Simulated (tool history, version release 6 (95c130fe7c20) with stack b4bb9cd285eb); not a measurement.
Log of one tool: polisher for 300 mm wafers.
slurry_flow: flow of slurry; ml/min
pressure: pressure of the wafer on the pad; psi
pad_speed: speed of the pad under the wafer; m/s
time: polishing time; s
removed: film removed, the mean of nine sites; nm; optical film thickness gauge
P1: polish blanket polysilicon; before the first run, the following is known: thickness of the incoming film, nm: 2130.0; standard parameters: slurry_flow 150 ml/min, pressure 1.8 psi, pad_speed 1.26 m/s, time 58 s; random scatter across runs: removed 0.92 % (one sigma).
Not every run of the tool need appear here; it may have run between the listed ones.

run   hour  slurry_flow  pressure  pad_speed  time  wafers polished on this pad  hours since the slurry nozzle was cleaned  hours since the head pressure was calibrated  removed
  1   11.4          150       1.8       1.26    58                          249                                      179.3                                         252.2      387
  2   20.3          150       1.8       1.26    81                          318                                      188.2                                         261.1   544.02
  3   25.6          150       1.8       1.26    58                          359                                      193.5                                         266.4   386.91
  4   36.2          150       1.8       1.26    27                          442                                      204.1                                           277   179.97
  5   41.4          220       1.8       1.26    58                          482                                      209.3                                         282.2   413.53
  6   49.2          150       1.8       0.56    58                          543                                      217.1                                           290    172.8
  7     61          110       1.8       1.26    58                          635                                      228.9                                         301.8   357.64
  8   68.9          150       1.8       1.26    58                          697                                      236.8                                         309.7   386.28
  9   76.2          105       1.8       1.26    42                          754                                      244.1                                           317   261.22
 10   86.6          150       1.8       1.66    58                          835                                      254.5                                         327.4    508.8
 11   93.3          150       1.8       1.26    58                          887                                      261.2                                         334.1   386.18
 12  104.8          150       0.8       1.26    58                          977                                      272.7                                         345.6   176.34
 13  114.7          150       2.3       1.26    58                         1054                                      282.6                                         355.5   496.34
 14  122.2          150       1.1       0.76    58                         1112                                      290.1                                           363   140.13
 15  130.8          150       1.8       1.26    58                         1179                                      298.7                                         371.6   386.26
 16  140.8          150       1.8       1.26    58                         1257                                      308.7                                         381.6   367.25
 17  147.2          150       1.8       1.26    58                         1307                                      315.1                                           388   359.42
 18  153.1          150       1.8       1.26    58                         1353                                        321                                         393.9   358.44
 19  158.9          150       1.8       1.26    58                         1398                                      326.8                                         399.7   355.21
 20  165.1          150       1.8       1.26    58                         1447                                        333                                         405.9   349.44
     165.6  -- head pressure recalibrated
 21  170.9          150       1.8       1.26    58                         1492                                      338.8                                           5.4   350.42
 22  178.4          150       1.8       1.26    58                         1550                                      346.3                                          12.9    344.1
 23  188.4          150       1.8       1.26    58                         1628                                      356.3                                          22.9   343.26

What P1 gives has crept away from where it was. These 2 causes fit the log equally well, each at the size given:
A: removal rate lost through wear of the pad, % = 10.6
B: slurry flow missing at the pad, % = 39.7
The process output started creeping at around hour 130.8.
Excluded causes, each with its reason:
head's pressure below its setpoint, %: serviced at hour 165.6, after the drift had started, without restoring the earlier output

The list below offers 4 check runs, each averaging the results of 5 wafers, and shows each result as a question mark. For which of them would the listed causes give clearly different results?
check 1  198.4          150       0.9       1.58    58                                                                                                                              ?
check 2  198.4          215       1.8       1.26    58                                                                                                                              ?
check 3  198.4          150       1.8        0.7    29                                                                                                                              ?
check 4  198.4          150       0.8          1    58                                                                                                                              ?

How each check would come out, cause by cause:
  check   result    if A    if B
check 1  removed  216.85  216.88
check 2  removed  364.82  376.49
check 3  removed  96.074  96.087
check 4  removed     122  122.02
Gap, in per cent, between the two causes that each check separates least, read from the result that separates them most: check 1 0.01 %; check 2 3.15 %; check 3 0.01 %; check 4 0.01 %
The causes can be told apart only by check 2. The other checks would give nearly the same results under each of them.

The results of check 2 are: removed 374.8 nm. Based on these, which of the listed causes is it?

Of the candidate causes, it is B: slurry flow missing at the pad, %.
